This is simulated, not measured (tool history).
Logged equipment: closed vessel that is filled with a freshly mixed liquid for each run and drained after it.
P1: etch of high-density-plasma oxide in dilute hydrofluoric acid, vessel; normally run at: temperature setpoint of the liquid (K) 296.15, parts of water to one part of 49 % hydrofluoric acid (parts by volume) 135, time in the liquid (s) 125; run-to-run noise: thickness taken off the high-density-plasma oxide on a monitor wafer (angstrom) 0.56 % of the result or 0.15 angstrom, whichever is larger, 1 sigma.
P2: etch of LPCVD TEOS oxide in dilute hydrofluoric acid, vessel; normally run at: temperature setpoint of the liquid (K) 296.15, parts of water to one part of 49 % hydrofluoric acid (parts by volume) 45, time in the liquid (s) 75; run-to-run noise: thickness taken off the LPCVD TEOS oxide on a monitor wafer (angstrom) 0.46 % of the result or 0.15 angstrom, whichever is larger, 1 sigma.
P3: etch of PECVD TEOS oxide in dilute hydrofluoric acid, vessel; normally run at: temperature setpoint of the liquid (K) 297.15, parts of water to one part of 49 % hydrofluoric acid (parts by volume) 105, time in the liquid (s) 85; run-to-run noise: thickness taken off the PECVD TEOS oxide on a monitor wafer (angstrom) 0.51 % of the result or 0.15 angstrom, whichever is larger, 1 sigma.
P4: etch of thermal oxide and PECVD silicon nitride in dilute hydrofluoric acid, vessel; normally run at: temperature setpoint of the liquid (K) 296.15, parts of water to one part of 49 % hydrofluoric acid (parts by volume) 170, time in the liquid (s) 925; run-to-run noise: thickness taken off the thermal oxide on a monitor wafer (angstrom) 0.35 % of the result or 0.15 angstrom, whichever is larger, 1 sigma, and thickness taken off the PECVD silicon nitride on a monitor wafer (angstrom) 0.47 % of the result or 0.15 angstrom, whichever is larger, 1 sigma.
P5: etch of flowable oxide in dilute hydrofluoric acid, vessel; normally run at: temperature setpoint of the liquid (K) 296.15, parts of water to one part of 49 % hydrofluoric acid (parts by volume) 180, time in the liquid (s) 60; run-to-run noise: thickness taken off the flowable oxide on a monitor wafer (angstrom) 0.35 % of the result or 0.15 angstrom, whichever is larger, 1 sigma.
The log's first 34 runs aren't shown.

run,hour,process that ran,temperature setpoint of the liquid (K),parts of water to one part of 49 % hydrofluoric acid (parts by volume),time in the liquid (s),thickness taken off the high-density-plasma oxide on a monitor wafer (angstrom),thickness taken off the PECVD TEOS oxide on a monitor wafer (angstrom),thickness taken off the LPCVD TEOS oxide on a monitor wafer (angstrom),thickness taken off the thermal oxide on a monitor wafer (angstrom),thickness taken off the PECVD silicon nitride on a monitor wafer (angstrom),thickness taken off the flowable oxide on a monitor wafer (angstrom)
35,108.7,P1,296.15,135,125,42.395,,,,,
36,111.6,P1,296.15,135,125,41.340,,,,,
37,115.8,P1,296.15,135,125,40.617,,,,,
38,119.7,P1,296.15,135,125,40.182,,,,,
39,123.8,P1,296.15,135,125,40.176,,,,,
40,127.3,P1,296.15,135,125,40.030,,,,,
41,131.3,P1,296.15,135,125,39.768,,,,,
42,134.9,P1,296.15,135,125,39.624,,,,,
43,137.1,P1,296.15,135,125,40.022,,,,,

Predict the results of run 44:
44,140.5,P1,296.15,135,125,?,,,,,

Run 44 came out at thickness taken off the high-density-plasma oxide on a monitor wafer (angstrom) 40.004.
